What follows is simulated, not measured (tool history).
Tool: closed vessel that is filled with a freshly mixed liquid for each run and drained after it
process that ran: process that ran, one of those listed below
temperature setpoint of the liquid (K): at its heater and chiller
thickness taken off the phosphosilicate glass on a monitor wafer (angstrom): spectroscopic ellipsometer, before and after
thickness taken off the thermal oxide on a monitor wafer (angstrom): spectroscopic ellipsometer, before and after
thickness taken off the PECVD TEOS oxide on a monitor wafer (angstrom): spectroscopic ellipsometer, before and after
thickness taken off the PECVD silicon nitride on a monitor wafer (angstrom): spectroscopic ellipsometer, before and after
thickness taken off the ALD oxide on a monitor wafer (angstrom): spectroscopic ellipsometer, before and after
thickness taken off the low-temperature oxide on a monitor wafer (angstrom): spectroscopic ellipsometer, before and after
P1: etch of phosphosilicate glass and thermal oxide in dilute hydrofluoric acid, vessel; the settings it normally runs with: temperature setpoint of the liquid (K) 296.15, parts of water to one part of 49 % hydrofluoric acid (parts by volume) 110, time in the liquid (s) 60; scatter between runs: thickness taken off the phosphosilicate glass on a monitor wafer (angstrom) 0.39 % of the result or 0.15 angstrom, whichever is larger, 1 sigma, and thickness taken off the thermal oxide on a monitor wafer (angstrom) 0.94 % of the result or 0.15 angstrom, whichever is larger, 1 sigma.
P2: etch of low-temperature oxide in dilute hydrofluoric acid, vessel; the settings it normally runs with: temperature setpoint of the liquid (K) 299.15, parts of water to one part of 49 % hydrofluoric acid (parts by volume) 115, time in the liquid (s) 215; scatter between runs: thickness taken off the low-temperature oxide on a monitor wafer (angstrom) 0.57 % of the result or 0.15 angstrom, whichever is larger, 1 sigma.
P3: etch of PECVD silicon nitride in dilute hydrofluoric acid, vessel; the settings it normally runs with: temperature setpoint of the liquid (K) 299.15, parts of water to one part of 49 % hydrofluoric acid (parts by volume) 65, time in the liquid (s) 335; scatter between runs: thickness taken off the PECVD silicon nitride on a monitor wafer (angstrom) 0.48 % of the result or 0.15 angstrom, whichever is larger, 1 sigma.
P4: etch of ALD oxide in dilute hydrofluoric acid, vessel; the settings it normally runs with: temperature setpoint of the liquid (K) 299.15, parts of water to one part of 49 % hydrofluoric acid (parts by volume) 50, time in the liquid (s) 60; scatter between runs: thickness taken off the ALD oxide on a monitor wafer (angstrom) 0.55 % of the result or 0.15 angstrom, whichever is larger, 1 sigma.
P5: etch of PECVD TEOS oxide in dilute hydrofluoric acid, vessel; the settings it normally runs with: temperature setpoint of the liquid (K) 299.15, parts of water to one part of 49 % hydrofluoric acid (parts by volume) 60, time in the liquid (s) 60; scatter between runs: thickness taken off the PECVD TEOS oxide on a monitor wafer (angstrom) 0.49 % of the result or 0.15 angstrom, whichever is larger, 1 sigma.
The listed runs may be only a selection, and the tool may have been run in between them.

run,hour,process that ran,temperature setpoint of the liquid (K),parts of water to one part of 49 % hydrofluoric acid (parts by volume),time in the liquid (s),hours since the thermometer was replaced,hours since the hydrofluoric acid flow meter was replaced,thickness taken off the phosphosilicate glass on a monitor wafer (angstrom),thickness taken off the thermal oxide on a monitor wafer (angstrom),thickness taken off the PECVD TEOS oxide on a monitor wafer (angstrom),thickness taken off the PECVD silicon nitride on a monitor wafer (angstrom),thickness taken off the ALD oxide on a monitor wafer (angstrom),thickness taken off the low-temperature oxide on a monitor wafer (angstrom)
1,4.1,P1,296.15,110,60,1486.0,382.2,680.59,24.911,,,,
2,12.3,P5,299.15,60,105,1494.2,390.4,,,226.950,,,
3,20.5,P3,299.15,65,30,1502.4,398.6,,,,10.816,,
4,26.3,P4,291.15,50,60,1508.2,404.4,,,,,258.05,
5,34.9,P5,304.65,60,60,1516.8,413.0,,,158.350,,,
6,42.7,P3,299.15,20,335,1524.6,420.8,,,,385.900,,
# hour 46.7: hydrofluoric acid flow meter replaced
7,48.5,P1,290.15,110,100,1530.4,1.9,883.77,31.250,,,,
8,52.6,P1,304.15,110,60,1534.5,6.0,928.03,33.258,,,,
9,57.5,P2,299.15,115,215,1539.4,10.9,,,,,,245.670
10,65.1,P2,299.15,115,30,1547.0,18.5,,,,,,34.691
11,73.6,P4,299.15,50,60,1555.5,27.0,,,,,352.88,
12,81.4,P1,296.15,110,90,1563.3,34.8,1013.40,37.354,,,,
13,87.2,P1,296.15,110,60,1569.1,40.6,678.88,25.190,,,,
14,95.6,P1,296.15,110,60,1577.5,49.0,669.88,23.976,,,,
15,101.8,P1,296.15,160,60,1583.7,55.2,441.82,15.899,,,,
16,106.9,P1,290.15,110,60,1588.8,60.3,530.13,19.132,,,,
17,115.5,P2,307.15,115,215,1597.4,68.9,,,,,,328.320
18,121.0,P4,299.15,50,95,1602.9,74.4,,,,,567.26,
19,129.3,P1,296.15,110,60,1611.2,82.7,676.58,24.548,,,,
20,135.1,P5,299.15,60,60,1617.0,88.5,,,128.460,,,
21,140.9,P1,296.15,110,30,1622.8,94.3,336.60,12.189,,,,
22,149.2,P1,296.15,50,60,1631.1,102.6,1604.30,57.615,,,,
23,155.0,P2,299.15,115,215,1636.9,108.4,,,,,,243.220
24,159.3,P1,303.15,110,35,1641.2,112.7,519.82,18.742,,,,
25,165.8,P5,299.15,60,60,1647.7,119.2,,,128.500,,,
26,175.0,P3,299.15,65,335,1656.9,128.4,,,,122.540,,
27,182.5,P1,300.65,110,90,1664.4,135.9,1209.30,44.006,,,,
28,187.8,P3,306.65,65,335,1669.7,141.2,,,,196.550,,
29,194.5,P4,299.15,50,60,1676.4,147.9,,,,,357.60,
30,200.8,P5,299.15,105,60,1682.7,154.2,,,70.104,,,
31,205.9,P3,299.15,65,335,1687.8,159.3,,,,122.510,,
32,210.5,P4,299.15,30,60,1692.4,163.9,,,,,619.21,
33,217.2,P2,299.15,205,215,1699.1,170.6,,,,,,123.400
34,224.5,P1,296.15,110,60,1706.4,177.9,679.49,24.122,,,,
35,231.4,P1,296.15,110,60,1713.3,184.8,678.84,24.226,,,,
36,237.1,P1,296.15,110,60,1719.0,190.5,658.25,23.999,,,,
37,243.7,P1,296.15,110,60,1725.6,197.1,647.88,23.143,,,,
38,248.1,P1,296.15,110,60,1730.0,201.5,639.03,23.251,,,,
39,253.2,P1,296.15,110,60,1735.1,206.6,635.05,22.874,,,,
40,260.1,P1,296.15,110,60,1742.0,213.5,628.95,22.483,,,,

Run 41 is up next; what results do you expect?
41,264.1,P1,296.15,110,60,1746.0,217.5,?,?,,,,

thickness taken off the phosphosilicate glass on a monitor wafer (angstrom): 627.93
thickness taken off the thermal oxide on a monitor wafer (angstrom): 22.216
